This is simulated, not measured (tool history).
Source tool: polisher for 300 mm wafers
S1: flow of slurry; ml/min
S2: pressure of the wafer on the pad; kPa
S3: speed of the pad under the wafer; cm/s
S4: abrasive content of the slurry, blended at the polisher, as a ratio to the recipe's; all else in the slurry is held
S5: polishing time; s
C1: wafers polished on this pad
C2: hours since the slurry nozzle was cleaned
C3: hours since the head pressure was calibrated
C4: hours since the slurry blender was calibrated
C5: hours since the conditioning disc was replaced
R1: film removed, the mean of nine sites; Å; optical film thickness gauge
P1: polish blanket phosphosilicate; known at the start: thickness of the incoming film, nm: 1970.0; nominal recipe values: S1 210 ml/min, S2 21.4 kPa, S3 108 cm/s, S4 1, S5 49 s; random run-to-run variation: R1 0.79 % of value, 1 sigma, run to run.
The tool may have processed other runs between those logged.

run,hour,S1,S2,S3,S4,S5,C1,C2,C3,C4,C5,R1
1,8.4,210,21.4,108,1,49,523,590.1,119.2,138.2,257.1,4202
2,13.9,210,21.4,108,1.4,49,562,595.6,124.7,143.7,262.6,4862.8
3,23.8,210,15.9,108,1.4,49,632,605.5,134.6,153.6,272.5,3565
4,34.5,210,21.4,108,1,49,708,616.2,145.3,164.3,283.2,4264.7
5,42,210,21.4,68,1,49,761,623.7,152.8,171.8,290.7,2901.6
6,48.1,270,21.4,108,1,49,804,629.8,158.9,177.9,296.8,4390.4
7,57,210,21.4,108,1,49,867,638.7,167.8,186.8,305.7,4221.1
8,67.9,210,21.4,154,1,49,945,649.6,178.7,197.7,316.6,5547.7
9,74.8,210,21.4,108,1,49,994,656.5,185.6,204.6,323.5,4257.6
10,82.4,210,21.4,108,1,22,1047,664.1,193.2,212.2,331.1,1891.1
11,90.1,210,21.4,108,0.5,49,1102,671.8,200.9,219.9,338.8,2888.5
12,95.9,210,33.1,108,1,49,1143,677.6,206.7,225.7,344.6,6473.3
13,106.2,210,21.4,108,1,49,1216,687.9,217,236,354.9,4244.3
14,111.8,210,11,108,1,49,1256,693.5,222.6,241.6,360.5,2143.6
15,117.1,125,21.4,108,1,49,1293,698.8,227.9,246.9,365.8,3832.6
16,122.3,210,21.4,108,1,49,1330,704,233.1,252.1,371,4206.3
17,133,210,21.4,108,1,77,1406,714.7,243.8,262.8,381.7,6606.7
18,140.1,210,21.4,108,1,49,1456,721.8,250.9,269.9,388.8,4186.9
19,147.3,210,21.4,108,1,49,1507,729,258.1,277.1,396,4090.5
20,154.7,210,21.4,108,1,49,1560,736.4,265.5,284.5,403.4,3917.2
21,162.6,210,21.4,108,1,49,1616,744.3,273.4,292.4,411.3,3871.1
# hour 164: head pressure recalibrated
22,167.7,210,21.4,108,1,49,1652,749.4,3.7,297.5,416.4,3905.2
# hour 169.7: conditioning disc replaced and pad reconditioned
# hour 172.4: slurry nozzle cleaned
23,176.9,210,21.4,108,1,49,1717,4.5,12.9,306.7,7.3,3748.3
24,186.6,210,21.4,108,1,49,1786,14.2,22.6,316.4,17,3778.4
25,195.2,210,21.4,108,1,49,1847,22.8,31.2,325,25.6,3795.8
26,202,210,21.4,108,1,49,1895,29.6,38,331.8,32.4,3780.6
27,207.7,210,21.4,108,1,49,1936,35.3,43.7,337.5,38.1,3793.5

The log shows P1 creeping away from where it was. Any of the 2 causes listed here, at the size stated for it, fits the log just as well as the others:
A: abrasive missing from the slurry, % = 19.5
B: removal rate lost through wear of the pad, % = 9.95
The onset of the drift is placed at about hour 140.1.
What rules out each remaining cause:
slurry flow missing at the pad, %: serviced after onset, at hour 172.4, with no recovery of the prior output
head's pressure below its setpoint, %: serviced after onset, at hour 164, with no recovery of the prior output
time polished since the conditioner stopped cutting, s: serviced after onset, at hour 169.7, with no recovery of the prior output

Each of the check runs listed below is run on 5 wafers and reports their average, with the results left as question marks. Pick the one under which the possible causes would lead to clearly different results.
check 1,213.4,130,21.4,108,1,22,,,,,,?
check 2,213.4,210,21.4,154,0.6,49,,,,,,?
check 3,213.4,210,21.4,148,1,74,,,,,,?
check 4,213.4,210,11,154,1,49,,,,,,?

Expected result of each check under each candidate cause:
check,result,if A,if B
check 1,R1,1573.1,1572.6
check 2,R1,3750.9,3853.4
check 3,R1,7348.1,7345.5
check 4,R1,2592.4,2591.5
Distance between the nearest two causes, measured in the result of the check that separates them most: check 1 0.03 %; check 2 2.7 %; check 3 0.03 %; check 4 0.03 %
Check 2 distinguishes between the causes, while the remaining checks would return nearly the same result for all of them.

Check 2 was then run and gave: R1 3764.9 Å. Which cause is it?

A is the cause: abrasive missing from the slurry, %.
